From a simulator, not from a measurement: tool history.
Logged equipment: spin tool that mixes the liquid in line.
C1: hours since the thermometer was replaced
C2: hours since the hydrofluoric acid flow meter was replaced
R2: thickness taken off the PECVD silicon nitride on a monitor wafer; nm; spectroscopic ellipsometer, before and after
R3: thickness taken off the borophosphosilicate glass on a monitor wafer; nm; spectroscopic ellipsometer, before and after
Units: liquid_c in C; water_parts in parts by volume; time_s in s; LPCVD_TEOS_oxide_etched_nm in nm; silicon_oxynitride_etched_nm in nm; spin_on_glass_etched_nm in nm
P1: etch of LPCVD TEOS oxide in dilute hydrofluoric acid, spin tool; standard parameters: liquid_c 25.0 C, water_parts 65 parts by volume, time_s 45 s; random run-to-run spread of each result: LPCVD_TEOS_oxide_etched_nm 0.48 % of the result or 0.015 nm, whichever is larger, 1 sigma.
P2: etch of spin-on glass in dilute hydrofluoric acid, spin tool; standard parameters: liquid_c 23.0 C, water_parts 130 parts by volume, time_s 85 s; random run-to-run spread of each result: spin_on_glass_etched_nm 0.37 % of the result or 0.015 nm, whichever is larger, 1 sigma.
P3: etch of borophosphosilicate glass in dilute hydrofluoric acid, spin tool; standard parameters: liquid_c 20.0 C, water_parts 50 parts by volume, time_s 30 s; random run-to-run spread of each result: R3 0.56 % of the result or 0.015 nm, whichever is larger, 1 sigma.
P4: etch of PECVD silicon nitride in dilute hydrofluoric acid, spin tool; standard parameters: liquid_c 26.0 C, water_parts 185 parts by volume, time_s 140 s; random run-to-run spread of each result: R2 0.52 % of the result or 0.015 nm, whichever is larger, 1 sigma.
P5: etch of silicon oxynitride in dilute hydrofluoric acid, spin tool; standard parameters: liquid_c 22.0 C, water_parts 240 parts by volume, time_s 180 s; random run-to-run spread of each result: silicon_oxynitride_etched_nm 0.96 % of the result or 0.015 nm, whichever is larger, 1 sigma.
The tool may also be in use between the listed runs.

run 1 day=0.250 | process=P1 liquid_c=25.0 water_parts=65 time_s=45 | C1=492.3 C2=85.9 | LPCVD_TEOS_oxide_etched_nm=33.878
run 2 day=0.525 | process=P1 liquid_c=25.0 water_parts=65 time_s=45 | C1=498.9 C2=92.5 | LPCVD_TEOS_oxide_etched_nm=33.699
run 3 day=0.800 | process=P4 liquid_c=33.0 water_parts=185 time_s=140 | C1=505.5 C2=99.1 | R2=7.6312
run 4 day=1.004 | process=P3 liquid_c=25.5 water_parts=50 time_s=30 | C1=510.4 C2=104.0 | R3=57.014
run 5 day=1.279 | process=P5 liquid_c=22.0 water_parts=240 time_s=180 | C1=517.0 C2=110.6 | silicon_oxynitride_etched_nm=2.79690
run 6 day=1.517 | process=P5 liquid_c=17.0 water_parts=240 time_s=180 | C1=522.7 C2=116.3 | silicon_oxynitride_etched_nm=2.25460
run 7 day=1.804 | process=P2 liquid_c=23.0 water_parts=60 time_s=85 | C1=529.6 C2=123.2 | spin_on_glass_etched_nm=81.164
run 8 day=2.017 | process=P1 liquid_c=25.0 water_parts=95 time_s=80 | C1=534.7 C2=128.3 | LPCVD_TEOS_oxide_etched_nm=39.308
run 9 day=2.371 | process=P2 liquid_c=23.0 water_parts=130 time_s=165 | C1=543.2 C2=136.8 | spin_on_glass_etched_nm=66.768
run 10 day=2.554 | process=P1 liquid_c=28.5 water_parts=30 time_s=45 | C1=547.6 C2=141.2 | LPCVD_TEOS_oxide_etched_nm=88.763
run 11 day=2.829 | process=P1 liquid_c=25.0 water_parts=20 time_s=45 | C1=554.2 C2=147.8 | LPCVD_TEOS_oxide_etched_nm=116.480
run 12 day=2.996 | process=P1 liquid_c=25.0 water_parts=65 time_s=25 | C1=558.2 C2=151.8 | LPCVD_TEOS_oxide_etched_nm=18.669
run 13 day=3.358 | process=P2 liquid_c=23.0 water_parts=130 time_s=85 | C1=566.9 C2=160.5 | spin_on_glass_etched_nm=34.322
run 14 day=3.596 | process=P3 liquid_c=20.0 water_parts=50 time_s=30 | C1=572.6 C2=166.2 | R3=45.396
run 15 day=3.792 | process=P2 liquid_c=23.0 water_parts=130 time_s=85 | C1=577.3 C2=170.9 | spin_on_glass_etched_nm=34.220
run 16 day=4.133 | process=P3 liquid_c=20.0 water_parts=50 time_s=50 | C1=585.5 C2=179.1 | R3=76.342
run 17 day=4.425 | process=P1 liquid_c=25.0 water_parts=65 time_s=75 | C1=592.5 C2=186.1 | LPCVD_TEOS_oxide_etched_nm=56.315
run 18 day=4.750 | process=P4 liquid_c=26.0 water_parts=185 time_s=140 | C1=600.3 C2=193.9 | R2=4.9654
run 19 day=5.050 | process=P4 liquid_c=26.0 water_parts=185 time_s=50 | C1=607.5 C2=201.1 | R2=1.7913
run 20 day=5.225 | process=P1 liquid_c=25.0 water_parts=40 time_s=20 | C1=611.7 C2=205.3 | LPCVD_TEOS_oxide_etched_nm=25.152
run 21 day=5.500 | process=P1 liquid_c=25.0 water_parts=65 time_s=45 | C1=618.3 C2=211.9 | LPCVD_TEOS_oxide_etched_nm=33.589
-- day=5.662 thermometer replaced
run 22 day=5.700 | process=P4 liquid_c=26.0 water_parts=60 time_s=140 | C1=1.0 C2=216.7 | R2=15.2700
run 23 day=5.958 | process=P1 liquid_c=29.0 water_parts=65 time_s=45 | C1=7.2 C2=222.9 | LPCVD_TEOS_oxide_etched_nm=39.698
run 24 day=6.142 | process=P5 liquid_c=22.0 water_parts=240 time_s=180 | C1=11.6 C2=227.3 | silicon_oxynitride_etched_nm=2.86160
run 25 day=6.412 | process=P3 liquid_c=20.0 water_parts=50 time_s=30 | C1=18.1 C2=233.8 | R3=45.427
run 26 day=6.679 | process=P1 liquid_c=20.0 water_parts=65 time_s=45 | C1=24.5 C2=240.2 | LPCVD_TEOS_oxide_etched_nm=27.519
run 27 day=6.871 | process=P3 liquid_c=20.0 water_parts=20 time_s=30 | C1=29.1 C2=244.8 | R3=118.600
run 28 day=7.042 | process=P1 liquid_c=25.0 water_parts=90 time_s=45 | C1=33.2 C2=248.9 | LPCVD_TEOS_oxide_etched_nm=23.792
run 29 day=7.217 | process=P5 liquid_c=22.0 water_parts=365 time_s=180 | C1=37.4 C2=253.1 | silicon_oxynitride_etched_nm=1.71560
run 30 day=7.454 | process=P5 liquid_c=22.0 water_parts=240 time_s=15 | C1=43.1 C2=258.8 | silicon_oxynitride_etched_nm=0.24075
run 31 day=7.712 | process=P1 liquid_c=25.0 water_parts=65 time_s=45 | C1=49.3 C2=265.0 | LPCVD_TEOS_oxide_etched_nm=33.741
run 32 day=8.042 | process=P2 liquid_c=19.0 water_parts=130 time_s=85 | C1=57.2 C2=272.9 | spin_on_glass_etched_nm=29.186
run 33 day=8.238 | process=P1 liquid_c=25.0 water_parts=65 time_s=45 | C1=61.9 C2=277.6 | LPCVD_TEOS_oxide_etched_nm=33.757
run 34 day=8.442 | process=P1 liquid_c=25.0 water_parts=65 time_s=45 | C1=66.8 C2=282.5 | LPCVD_TEOS_oxide_etched_nm=33.041
run 35 day=8.675 | process=P1 liquid_c=25.0 water_parts=65 time_s=45 | C1=72.4 C2=288.1 | LPCVD_TEOS_oxide_etched_nm=32.614
run 36 day=8.842 | process=P1 liquid_c=25.0 water_parts=65 time_s=45 | C1=76.4 C2=292.1 | LPCVD_TEOS_oxide_etched_nm=32.371
run 37 day=9.075 | process=P1 liquid_c=25.0 water_parts=65 time_s=45 | C1=82.0 C2=297.7 | LPCVD_TEOS_oxide_etched_nm=32.256
run 38 day=9.300 | process=P1 liquid_c=25.0 water_parts=65 time_s=45 | C1=87.4 C2=303.1 | LPCVD_TEOS_oxide_etched_nm=31.625
run 39 day=9.567 | process=P1 liquid_c=25.0 water_parts=65 time_s=45 | C1=93.8 C2=309.5 | LPCVD_TEOS_oxide_etched_nm=31.708
run 40 day=9.888 | process=P1 liquid_c=25.0 water_parts=65 time_s=45 | C1=101.5 C2=317.2 | LPCVD_TEOS_oxide_etched_nm=31.650
run 41 day=10.125 | process=P1 liquid_c=25.0 water_parts=65 time_s=45 | C1=107.2 C2=322.9 | LPCVD_TEOS_oxide_etched_nm=31.432
run 42 day=10.333 | process=P1 liquid_c=25.0 water_parts=65 time_s=45 | C1=112.2 C2=327.9 | LPCVD_TEOS_oxide_etched_nm=31.673
run 43 day=10.625 | process=P1 liquid_c=25.0 water_parts=65 time_s=45 | C1=119.2 C2=334.9 | LPCVD_TEOS_oxide_etched_nm=31.281
run 44 day=10.975 | process=P1 liquid_c=25.0 water_parts=65 time_s=45 | C1=127.6 C2=343.3 | LPCVD_TEOS_oxide_etched_nm=31.618

What P1 gives has crept off from where it sat before. The 2 causes that follow fit the log equally well, each at the size noted:
A: liquid colder than its thermometer reads (K) = 1.76
B: hydrofluoric acid flow below the setpoint (%) = 6.32
The creep began at about day 8.238.

Below are 4 check runs, each averaged over 2 wafers, with their results shown as question marks. Which of them would give clearly different results depending on which cause is behind the drift?
run check 1 day=11.325 | process=P3 liquid_c=25.0 water_parts=50 time_s=30 | R3=?
run check 2 day=11.325 | process=P4 liquid_c=32.0 water_parts=185 time_s=140 | R2=?
run check 3 day=11.325 | process=P2 liquid_c=20.0 water_parts=130 time_s=155 | spin_on_glass_etched_nm=?
run check 4 day=11.325 | process=P5 liquid_c=22.0 water_parts=350 time_s=180 | silicon_oxynitride_etched_nm=?

If the cause were each of the candidates in turn, the checks would give the following:
check=check_1 result=R3 if_A=52.079 if_B=52.212
check=check_2 result=R2 if_A=6.4614 if_B=6.7095
check=check_3 result=spin_on_glass_etched_nm if_A=51.666 if_B=51.507
check=check_4 result=silicon_oxynitride_etched_nm if_A=1.67650 if_B=1.66940
Gap, in per cent, between the two causes that each check separates least, read from the result that separates them most: check 1 0.26 %; check 2 3.77 %; check 3 0.31 %; check 4 0.43 %
Only in check 2 would the causes give clearly different results; in the remaining checks their results would be nearly the same.

With check 2 done, the readings were: R2 6.5029 nm. Identify which of the listed causes applies.

Of the candidate causes, it is A: liquid colder than its thermometer reads (K).

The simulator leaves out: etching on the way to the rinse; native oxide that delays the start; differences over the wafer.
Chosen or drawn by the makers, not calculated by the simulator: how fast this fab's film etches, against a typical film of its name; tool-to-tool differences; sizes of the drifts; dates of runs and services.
